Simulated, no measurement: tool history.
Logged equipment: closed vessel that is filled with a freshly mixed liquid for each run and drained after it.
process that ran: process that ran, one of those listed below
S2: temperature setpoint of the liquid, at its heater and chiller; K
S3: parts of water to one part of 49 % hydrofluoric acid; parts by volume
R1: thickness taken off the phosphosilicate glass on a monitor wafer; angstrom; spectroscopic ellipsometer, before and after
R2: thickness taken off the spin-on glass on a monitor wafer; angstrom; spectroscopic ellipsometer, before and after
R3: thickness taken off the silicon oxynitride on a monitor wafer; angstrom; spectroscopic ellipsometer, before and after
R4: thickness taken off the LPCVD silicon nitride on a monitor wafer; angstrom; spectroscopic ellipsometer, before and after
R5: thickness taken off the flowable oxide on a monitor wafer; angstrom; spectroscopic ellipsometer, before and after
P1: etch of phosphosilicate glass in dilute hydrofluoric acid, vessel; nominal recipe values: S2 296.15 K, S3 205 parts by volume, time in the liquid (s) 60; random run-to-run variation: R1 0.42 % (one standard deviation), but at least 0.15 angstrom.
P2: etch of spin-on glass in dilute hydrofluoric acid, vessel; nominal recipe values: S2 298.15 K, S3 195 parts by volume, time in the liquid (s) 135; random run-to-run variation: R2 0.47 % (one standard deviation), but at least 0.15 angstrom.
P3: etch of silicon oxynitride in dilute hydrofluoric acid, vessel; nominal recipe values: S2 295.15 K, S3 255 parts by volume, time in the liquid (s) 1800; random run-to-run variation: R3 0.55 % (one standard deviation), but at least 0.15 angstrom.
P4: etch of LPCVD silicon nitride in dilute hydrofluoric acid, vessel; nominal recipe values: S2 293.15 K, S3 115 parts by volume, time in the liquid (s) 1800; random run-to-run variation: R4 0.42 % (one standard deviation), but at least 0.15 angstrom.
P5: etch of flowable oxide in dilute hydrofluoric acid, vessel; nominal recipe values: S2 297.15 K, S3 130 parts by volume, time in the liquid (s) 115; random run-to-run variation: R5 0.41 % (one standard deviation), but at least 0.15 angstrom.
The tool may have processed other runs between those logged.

Run 1, hour 2.7: process that ran P1, S2 296.15 K, S3 205 parts by volume, time in the liquid (s) 60. Result: R1 370.06 angstrom.
Run 2, hour 5.8: process that ran P2, S2 298.15 K, S3 195 parts by volume, time in the liquid (s) 135. Result: R2 261.30 angstrom.
Run 3, hour 9.8: process that ran P3, S2 302.15 K, S3 255 parts by volume, time in the liquid (s) 1800. Result: R3 148.860 angstrom.
Run 4, hour 13.4: process that ran P4, S2 293.15 K, S3 50 parts by volume, time in the liquid (s) 1800. Result: R4 133.540 angstrom.
Run 5, hour 16.8: process that ran P4, S2 299.15 K, S3 115 parts by volume, time in the liquid (s) 1800. Result: R4 88.574 angstrom.
Run 6, hour 21.1: process that ran P5, S2 297.15 K, S3 130 parts by volume, time in the liquid (s) 30. Result: R5 141.29 angstrom.
Run 7, hour 26.0: process that ran P1, S2 301.65 K, S3 50 parts by volume, time in the liquid (s) 60. Result: R1 2256.30 angstrom.
Run 8, hour 28.7: process that ran P1, S2 296.15 K, S3 205 parts by volume, time in the liquid (s) 60. Result: R1 364.38 angstrom.
At hour 29.7: thermometer replaced.
Run 9, hour 31.5: process that ran P1, S2 304.65 K, S3 205 parts by volume, time in the liquid (s) 60. Result: R1 497.08 angstrom.
Run 10, hour 35.9: process that ran P1, S2 296.15 K, S3 205 parts by volume, time in the liquid (s) 60. Result: R1 365.74 angstrom.
Run 11, hour 40.2: process that ran P1, S2 292.15 K, S3 205 parts by volume, time in the liquid (s) 30. Result: R1 158.07 angstrom.
Run 12, hour 45.0: process that ran P4, S2 293.15 K, S3 115 parts by volume, time in the liquid (s) 3380. Result: R4 111.730 angstrom.
Run 13, hour 48.4: process that ran P1, S2 296.15 K, S3 205 parts by volume, time in the liquid (s) 30. Result: R1 182.57 angstrom.
Run 14, hour 53.1: process that ran P2, S2 298.15 K, S3 195 parts by volume, time in the liquid (s) 245. Result: R2 472.34 angstrom.
Run 15, hour 57.8: process that ran P5, S2 297.15 K, S3 230 parts by volume, time in the liquid (s) 115. Result: R5 274.91 angstrom.
Run 16, hour 60.5: process that ran P1, S2 296.15 K, S3 290 parts by volume, time in the liquid (s) 60. Result: R1 238.74 angstrom.
Run 17, hour 62.8: process that ran P4, S2 293.15 K, S3 115 parts by volume, time in the liquid (s) 1800. Result: R4 59.402 angstrom.
Run 18, hour 66.0: process that ran P2, S2 298.15 K, S3 195 parts by volume, time in the liquid (s) 135. Result: R2 260.44 angstrom.
Run 19, hour 69.5: process that ran P2, S2 298.15 K, S3 45 parts by volume, time in the liquid (s) 135. Result: R2 1353.50 angstrom.
Run 20, hour 73.9: process that ran P3, S2 295.15 K, S3 255 parts by volume, time in the liquid (s) 1800. Result: R3 110.560 angstrom.
Run 21, hour 78.6: process that ran P1, S2 296.15 K, S3 130 parts by volume, time in the liquid (s) 60. Result: R1 625.20 angstrom.
Run 22, hour 82.9: process that ran P3, S2 295.15 K, S3 255 parts by volume, time in the liquid (s) 680. Result: R3 42.204 angstrom.
Run 23, hour 86.8: process that ran P2, S2 305.15 K, S3 195 parts by volume, time in the liquid (s) 135. Result: R2 335.28 angstrom.
Run 24, hour 89.3: process that ran P1, S2 296.15 K, S3 205 parts by volume, time in the liquid (s) 60. Result: R1 366.82 angstrom.
Run 25, hour 91.8: process that ran P1, S2 296.15 K, S3 205 parts by volume, time in the liquid (s) 100. Result: R1 614.12 angstrom.
Run 26, hour 94.5: process that ran P1, S2 290.15 K, S3 205 parts by volume, time in the liquid (s) 60. Result: R1 290.97 angstrom.
Run 27, hour 98.5: process that ran P1, S2 296.15 K, S3 205 parts by volume, time in the liquid (s) 60. Result: R1 366.24 angstrom.
Run 28, hour 102.9: process that ran P1, S2 296.15 K, S3 330 parts by volume, time in the liquid (s) 90. Result: R1 300.70 angstrom.
Run 29, hour 105.5: process that ran P3, S2 295.15 K, S3 95 parts by volume, time in the liquid (s) 1800. Result: R3 338.370 angstrom.
Run 30, hour 108.3: process that ran P5, S2 304.15 K, S3 130 parts by volume, time in the liquid (s) 115. Result: R5 711.17 angstrom.
Run 31, hour 111.3: process that ran P5, S2 297.15 K, S3 130 parts by volume, time in the liquid (s) 115. Result: R5 547.06 angstrom.
Run 32, hour 116.0: process that ran P1, S2 296.15 K, S3 205 parts by volume, time in the liquid (s) 60. Result: R1 363.66 angstrom.
Run 33, hour 120.5: process that ran P1, S2 296.15 K, S3 205 parts by volume, time in the liquid (s) 60. Result: R1 386.02 angstrom.
Run 34, hour 124.9: process that ran P1, S2 296.15 K, S3 205 parts by volume, time in the liquid (s) 60. Result: R1 390.04 angstrom.
Run 35, hour 127.3: process that ran P1, S2 296.15 K, S3 205 parts by volume, time in the liquid (s) 60. Result: R1 395.55 angstrom.
Run 36, hour 129.6: process that ran P1, S2 296.15 K, S3 205 parts by volume, time in the liquid (s) 60. Result: R1 397.01 angstrom.
Run 37, hour 133.5: process that ran P1, S2 296.15 K, S3 205 parts by volume, time in the liquid (s) 60. Result: R1 396.69 angstrom.
Run 38, hour 136.1: process that ran P1, S2 296.15 K, S3 205 parts by volume, time in the liquid (s) 60. Result: R1 397.22 angstrom.

Something has made what P1 gives creep away from where it was; the 2 causes below, each at its own stated size, fit the log equally well:
A: hydrofluoric acid flow above the setpoint (%) = 6.66
B: liquid hotter than its thermometer reads (K) = 2.12
The gradual shift began around hour 116.0.

Which of the 4 check runs listed below separates the causes, so that each cause would produce a clearly different result? Each run uses one wafer, and its results are marked with question marks.
Run check 1, hour 138.7: process that ran P3, S2 301.15 K, S3 255 parts by volume, time in the liquid (s) 1800. Result: R3 ?.
Run check 2, hour 138.7: process that ran P5, S2 300.65 K, S3 130 parts by volume, time in the liquid (s) 70. Result: R5 ?.
Run check 3, hour 138.7: process that ran P4, S2 298.65 K, S3 115 parts by volume, time in the liquid (s) 2645. Result: R4 ?.
Run check 4, hour 138.7: process that ran P2, S2 303.15 K, S3 195 parts by volume, time in the liquid (s) 135. Result: R2 ?.

What every check run would give for each of its results, assuming each possible cause in turn:
  check  result     if A     if B
check 1      R3  155.980  157.470
check 2      R5   408.69   410.20
check 3      R4  133.740  143.700
check 4      R2   337.24   334.89
Per-check spread between the two closest causes, in the result where they differ most: check 1 0.95 %; check 2 0.37 %; check 3 7.19 %; check 4 0.7 %
Only in check 3 would the causes give clearly different results; in the remaining checks their results would be nearly the same.

After running check 3, the following was obtained: R4 133.450 angstrom. Which cause does this point to?

It was cause A: hydrofluoric acid flow above the setpoint (%).
